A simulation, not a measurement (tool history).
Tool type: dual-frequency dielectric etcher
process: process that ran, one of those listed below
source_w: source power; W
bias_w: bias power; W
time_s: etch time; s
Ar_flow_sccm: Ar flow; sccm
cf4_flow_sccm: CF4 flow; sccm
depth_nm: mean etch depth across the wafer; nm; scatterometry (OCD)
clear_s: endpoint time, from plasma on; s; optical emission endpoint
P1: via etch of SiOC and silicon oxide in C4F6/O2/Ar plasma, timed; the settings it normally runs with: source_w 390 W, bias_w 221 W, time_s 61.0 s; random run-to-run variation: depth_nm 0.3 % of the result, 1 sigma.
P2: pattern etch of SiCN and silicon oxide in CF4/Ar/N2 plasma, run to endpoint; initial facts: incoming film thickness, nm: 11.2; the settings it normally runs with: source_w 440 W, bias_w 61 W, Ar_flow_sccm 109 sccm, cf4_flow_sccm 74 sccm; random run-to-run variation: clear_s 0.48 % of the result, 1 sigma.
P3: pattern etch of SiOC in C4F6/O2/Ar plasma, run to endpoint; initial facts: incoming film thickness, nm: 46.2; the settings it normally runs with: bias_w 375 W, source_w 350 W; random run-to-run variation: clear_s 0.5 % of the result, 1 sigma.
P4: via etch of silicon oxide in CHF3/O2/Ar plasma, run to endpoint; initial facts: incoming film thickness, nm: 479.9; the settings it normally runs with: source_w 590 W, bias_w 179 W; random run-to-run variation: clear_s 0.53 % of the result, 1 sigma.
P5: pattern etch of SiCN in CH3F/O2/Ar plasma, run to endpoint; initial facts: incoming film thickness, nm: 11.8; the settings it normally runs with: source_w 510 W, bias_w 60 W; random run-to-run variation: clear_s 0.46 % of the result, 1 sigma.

Run 1, hour 12.3: process P1, source_w 390 W, bias_w 221 W, time_s 61.0 s. Result: depth_nm 74.289 nm.
Run 2, hour 18.9: process P3, source_w 350 W, bias_w 375 W. Result: clear_s 17.225 s.
Run 3, hour 29.2: process P2, source_w 440 W, bias_w 61 W, Ar_flow_sccm 109 sccm, cf4_flow_sccm 74 sccm. Result: clear_s 14.440 s.
Run 4, hour 38.7: process P1, source_w 260 W, bias_w 221 W, time_s 61.0 s. Result: depth_nm 63.850 nm.
Run 5, hour 44.8: process P1, source_w 390 W, bias_w 277 W, time_s 61.0 s. Result: depth_nm 80.645 nm.
Run 6, hour 51.9: process P4, source_w 400 W, bias_w 179 W. Result: clear_s 281.350 s.
Run 7, hour 59.3: process P1, source_w 390 W, bias_w 221 W, time_s 61.0 s. Result: depth_nm 74.396 nm.
Run 8, hour 70.7: process P1, source_w 390 W, bias_w 221 W, time_s 61.0 s. Result: depth_nm 74.019 nm.
Run 9, hour 83.1: process P1, source_w 390 W, bias_w 221 W, time_s 61.0 s. Result: depth_nm 74.667 nm.
Run 10, hour 92.0: process P2, source_w 350 W, bias_w 61 W, Ar_flow_sccm 109 sccm, cf4_flow_sccm 74 sccm. Result: clear_s 17.556 s.
Run 11, hour 103.7: process P1, source_w 390 W, bias_w 276 W, time_s 43.5 s. Result: depth_nm 57.374 nm.
Run 12, hour 110.6: process P1, source_w 390 W, bias_w 221 W, time_s 61.0 s. Result: depth_nm 74.706 nm.
Run 13, hour 119.4: process P1, source_w 390 W, bias_w 221 W, time_s 44.5 s. Result: depth_nm 54.697 nm.
Run 14, hour 129.6: process P1, source_w 390 W, bias_w 221 W, time_s 61.0 s. Result: depth_nm 74.591 nm.
Run 15, hour 135.3: process P2, source_w 440 W, bias_w 61 W, Ar_flow_sccm 74 sccm, cf4_flow_sccm 74 sccm. Result: clear_s 13.591 s.
Run 16, hour 147.2: process P3, source_w 350 W, bias_w 224 W. Result: clear_s 20.818 s.
At hour 149.6: wet clean of the chamber.
Run 17, hour 158.5: process P1, source_w 390 W, bias_w 221 W, time_s 76.5 s. Result: depth_nm 93.145 nm.
Run 18, hour 168.0: process P4, source_w 590 W, bias_w 179 W. Result: clear_s 245.180 s.
Run 19, hour 179.0: process P1, source_w 390 W, bias_w 221 W, time_s 61.0 s. Result: depth_nm 74.723 nm.
Run 20, hour 187.3: process P3, source_w 350 W, bias_w 375 W. Result: clear_s 17.195 s.
Run 21, hour 196.6: process P2, source_w 440 W, bias_w 61 W, Ar_flow_sccm 109 sccm, cf4_flow_sccm 57 sccm. Result: clear_s 14.931 s.
Run 22, hour 207.4: process P1, source_w 390 W, bias_w 149 W, time_s 61.0 s. Result: depth_nm 65.743 nm.
Run 23, hour 220.0: process P3, source_w 250 W, bias_w 375 W. Result: clear_s 19.799 s.
Run 24, hour 230.4: process P4, source_w 590 W, bias_w 117 W. Result: clear_s 283.230 s.
Run 25, hour 236.4: process P1, source_w 520 W, bias_w 221 W, time_s 61.0 s. Result: depth_nm 83.350 nm.
Run 26, hour 244.0: process P2, source_w 440 W, bias_w 47 W, Ar_flow_sccm 109 sccm, cf4_flow_sccm 74 sccm. Result: clear_s 15.638 s.
Run 27, hour 254.3: process P1, source_w 390 W, bias_w 283 W, time_s 41.5 s. Result: depth_nm 55.062 nm.
Run 28, hour 264.1: process P5, source_w 630 W, bias_w 60 W. Result: clear_s 28.295 s.
Run 29, hour 273.7: process P5, source_w 510 W, bias_w 40 W. Result: clear_s 35.153 s.
Run 30, hour 284.8: process P5, source_w 510 W, bias_w 60 W. Result: clear_s 30.752 s.
Run 31, hour 290.9: process P1, source_w 250 W, bias_w 271 W, time_s 61.0 s. Result: depth_nm 67.533 nm.
Run 32, hour 298.3: process P1, source_w 390 W, bias_w 221 W, time_s 61.0 s. Result: depth_nm 74.853 nm.
Run 33, hour 309.5: process P1, source_w 390 W, bias_w 221 W, time_s 61.0 s. Result: depth_nm 75.200 nm.
Run 34, hour 315.5: process P1, source_w 390 W, bias_w 221 W, time_s 61.0 s. Result: depth_nm 75.576 nm.
Run 35, hour 321.1: process P1, source_w 390 W, bias_w 221 W, time_s 61.0 s. Result: depth_nm 75.052 nm.
Run 36, hour 328.2: process P1, source_w 390 W, bias_w 221 W, time_s 61.0 s. Result: depth_nm 75.914 nm.
At hour 334.5: wet clean of the chamber.
Run 37, hour 336.4: process P1, source_w 390 W, bias_w 221 W, time_s 61.0 s. Result: depth_nm 75.741 nm.
Run 38, hour 345.4: process P1, source_w 390 W, bias_w 221 W, time_s 61.0 s. Result: depth_nm 75.618 nm.
Run 39, hour 356.7: process P1, source_w 390 W, bias_w 221 W, time_s 61.0 s. Result: depth_nm 75.860 nm.

Something has made what P1 gives creep away from where it was; the 2 causes below, each at its own stated size, fit the log equally well:
A: source power that arrives over what is set, % = 4.06
B: bias power that arrives over what is set, % = 4.61
Onset of the creep was near hour 298.3.
Why every other cause is out:
chamber walls in a state that raises the etch rate, %: serviced at hour 334.5, after the change had begun; the process did not return to its earlier output

Which of the 4 check runs listed below, each an average over 3 wafers with its results shown as question marks, gives clearly different results under the different listed causes?
Run check 1, hour 368.0: process P2, source_w 440 W, bias_w 61 W, Ar_flow_sccm 93 sccm, cf4_flow_sccm 64 sccm. Result: clear_s ?.
Run check 2, hour 368.0: process P3, source_w 350 W, bias_w 290 W. Result: clear_s ?.
Run check 3, hour 368.0: process P5, source_w 510 W, bias_w 41 W. Result: clear_s ?.
Run check 4, hour 368.0: process P4, source_w 430 W, bias_w 121 W. Result: clear_s ?.

What every check run would give for each of its results, assuming each possible cause in turn:
  check   result     if A     if B
check 1  clear_s   13.816   14.102
check 2  clear_s   18.710   18.700
check 3  clear_s   34.211   34.286
check 4  clear_s  310.600  310.960
Separation of the two closest causes in each check, using whichever result separates them best: check 1 2.05 %; check 2 0.05 %; check 3 0.22 %; check 4 0.12 %
The causes can be told apart only by check 1. The other checks would give nearly the same results under each of them.

Check 1 was carried out, with these results: clear_s 14.065 s. Which of the listed causes is responsible?

It was cause B: bias power that arrives over what is set, %.
